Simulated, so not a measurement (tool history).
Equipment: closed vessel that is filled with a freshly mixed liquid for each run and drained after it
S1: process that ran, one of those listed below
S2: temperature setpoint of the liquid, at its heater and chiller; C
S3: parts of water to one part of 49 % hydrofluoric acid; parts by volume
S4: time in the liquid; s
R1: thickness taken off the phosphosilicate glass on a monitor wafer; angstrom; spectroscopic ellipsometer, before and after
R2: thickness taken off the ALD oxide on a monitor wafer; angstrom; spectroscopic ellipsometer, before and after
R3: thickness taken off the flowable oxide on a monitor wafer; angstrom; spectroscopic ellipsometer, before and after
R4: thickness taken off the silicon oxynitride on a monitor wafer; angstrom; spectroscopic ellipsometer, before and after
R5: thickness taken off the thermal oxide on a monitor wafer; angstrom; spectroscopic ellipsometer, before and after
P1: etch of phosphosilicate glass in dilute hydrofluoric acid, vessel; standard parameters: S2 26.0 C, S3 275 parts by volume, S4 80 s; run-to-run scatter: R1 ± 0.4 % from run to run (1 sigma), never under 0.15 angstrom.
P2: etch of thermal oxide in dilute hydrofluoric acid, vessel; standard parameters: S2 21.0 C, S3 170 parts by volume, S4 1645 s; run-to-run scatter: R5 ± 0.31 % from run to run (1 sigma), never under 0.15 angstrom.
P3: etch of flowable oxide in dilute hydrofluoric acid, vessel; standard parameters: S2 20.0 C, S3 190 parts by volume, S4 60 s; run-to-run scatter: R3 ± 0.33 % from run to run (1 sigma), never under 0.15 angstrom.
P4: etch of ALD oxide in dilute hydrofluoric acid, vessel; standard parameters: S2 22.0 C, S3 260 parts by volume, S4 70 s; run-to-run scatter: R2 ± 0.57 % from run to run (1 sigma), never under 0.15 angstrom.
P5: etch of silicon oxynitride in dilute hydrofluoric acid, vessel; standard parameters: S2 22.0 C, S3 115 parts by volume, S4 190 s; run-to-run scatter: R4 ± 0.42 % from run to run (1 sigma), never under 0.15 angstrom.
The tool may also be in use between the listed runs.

run 1 hour=10.2 | S1=P1 S2=26.0 S3=275 S4=80 | R1=504.85
run 2 hour=21.5 | S1=P4 S2=17.0 S3=260 S4=70 | R2=43.559
run 3 hour=38.8 | S1=P3 S2=20.0 S3=190 S4=60 | R3=74.784
run 4 hour=57.1 | S1=P1 S2=30.5 S3=275 S4=30 | R1=219.64
run 5 hour=72.9 | S1=P5 S2=30.0 S3=115 S4=190 | R4=101.500
run 6 hour=87.0 | S1=P3 S2=20.0 S3=190 S4=60 | R3=74.773
run 7 hour=97.8 | S1=P5 S2=22.0 S3=115 S4=190 | R4=70.208
run 8 hour=106.6 | S1=P1 S2=30.5 S3=275 S4=80 | R1=588.62
run 9 hour=123.6 | S1=P4 S2=22.0 S3=260 S4=70 | R2=52.267
run 10 hour=135.6 | S1=P1 S2=26.0 S3=390 S4=160 | R1=635.37
run 11 hour=149.6 | S1=P2 S2=21.0 S3=280 S4=1645 | R5=207.220
run 12 hour=168.2 | S1=P2 S2=21.0 S3=170 S4=30 | R5=6.856
run 13 hour=177.4 | S1=P3 S2=20.0 S3=315 S4=60 | R3=39.946
run 14 hour=191.2 | S1=P1 S2=26.0 S3=275 S4=160 | R1=1008.30
run 15 hour=202.3 | S1=P5 S2=22.0 S3=55 S4=190 | R4=154.110
run 16 hour=215.8 | S1=P1 S2=26.0 S3=275 S4=30 | R1=189.56
run 17 hour=225.3 | S1=P5 S2=22.0 S3=115 S4=190 | R4=70.561
run 18 hour=235.8 | S1=P2 S2=17.5 S3=170 S4=1645 | R5=331.270
run 19 hour=254.4 | S1=P4 S2=22.0 S3=260 S4=30 | R2=22.718
run 20 hour=268.0 | S1=P1 S2=26.0 S3=275 S4=80 | R1=503.78
run 21 hour=281.4 | S1=P4 S2=22.0 S3=370 S4=70 | R2=33.030
run 22 hour=294.0 | S1=P1 S2=26.0 S3=275 S4=80 | R1=504.29
run 23 hour=302.6 | S1=P1 S2=26.0 S3=275 S4=80 | R1=508.60
run 24 hour=316.9 | S1=P1 S2=26.0 S3=165 S4=80 | R1=942.10
run 25 hour=331.6 | S1=P1 S2=19.5 S3=275 S4=80 | R1=399.03
run 26 hour=344.4 | S1=P2 S2=21.0 S3=170 S4=1645 | R5=379.280
run 27 hour=360.0 | S1=P3 S2=17.0 S3=190 S4=60 | R3=66.630
run 28 hour=371.8 | S1=P1 S2=26.0 S3=275 S4=80 | R1=504.11
run 29 hour=388.9 | S1=P3 S2=20.0 S3=190 S4=30 | R3=37.556
run 30 hour=403.4 | S1=P1 S2=26.0 S3=445 S4=80 | R1=265.14
run 31 hour=411.7 | S1=P2 S2=21.0 S3=170 S4=1645 | R5=378.860
run 32 hour=430.4 | S1=P1 S2=26.0 S3=275 S4=80 | R1=506.00
run 33 hour=446.1 | S1=P5 S2=22.0 S3=115 S4=300 | R4=111.270
run 34 hour=457.8 | S1=P4 S2=22.0 S3=260 S4=70 | R2=52.962
run 35 hour=475.1 | S1=P1 S2=26.0 S3=275 S4=80 | R1=502.02
run 36 hour=493.8 | S1=P1 S2=26.0 S3=275 S4=80 | R1=530.53
run 37 hour=503.3 | S1=P1 S2=26.0 S3=275 S4=80 | R1=537.51
run 38 hour=515.5 | S1=P1 S2=26.0 S3=275 S4=80 | R1=542.34
run 39 hour=525.4 | S1=P1 S2=26.0 S3=275 S4=80 | R1=540.45
run 40 hour=536.7 | S1=P1 S2=26.0 S3=275 S4=80 | R1=540.60
run 41 hour=554.4 | S1=P1 S2=26.0 S3=275 S4=80 | R1=540.73

Compared with where it was, what P1 gives has crept away. Each cause listed below fits the log as well as the rest, at the size given for it:
A: hydrofluoric acid flow above the setpoint (%) = 5.91
B: liquid hotter than its thermometer reads (K) = 2.17
The onset of the drift is placed at about hour 475.1.

4 check runs are offered, one wafer each, their results left as question marks. Which one tells the causes apart?
run check 1 hour=572.1 | S1=P5 S2=29.5 S3=55 S4=190 | R4=?
run check 2 hour=572.1 | S1=P2 S2=21.0 S3=265 S4=1085 | R5=?
run check 3 hour=572.1 | S1=P4 S2=22.0 S3=260 S4=30 | R2=?
run check 4 hour=572.1 | S1=P3 S2=17.0 S3=315 S4=60 | R3=?

What every check run would give for each of its results, assuming each possible cause in turn:
check=check_1 result=R4 if_A=234.870 if_B=244.370
check=check_2 result=R5 if_A=156.530 if_B=157.680
check=check_3 result=R2 if_A=24.059 if_B=24.216
check=check_4 result=R3 if_A=38.742 if_B=39.071
Per-check spread between the two closest causes, in the result where they differ most: check 1 3.96 %; check 2 0.73 %; check 3 0.65 %; check 4 0.85 %
The causes can be told apart only by check 1. The other checks would give nearly the same results under each of them.

Check 1 was carried out, with these results: R4 244.390 angstrom. Which of the listed causes is responsible?

B is the cause: liquid hotter than its thermometer reads (K).

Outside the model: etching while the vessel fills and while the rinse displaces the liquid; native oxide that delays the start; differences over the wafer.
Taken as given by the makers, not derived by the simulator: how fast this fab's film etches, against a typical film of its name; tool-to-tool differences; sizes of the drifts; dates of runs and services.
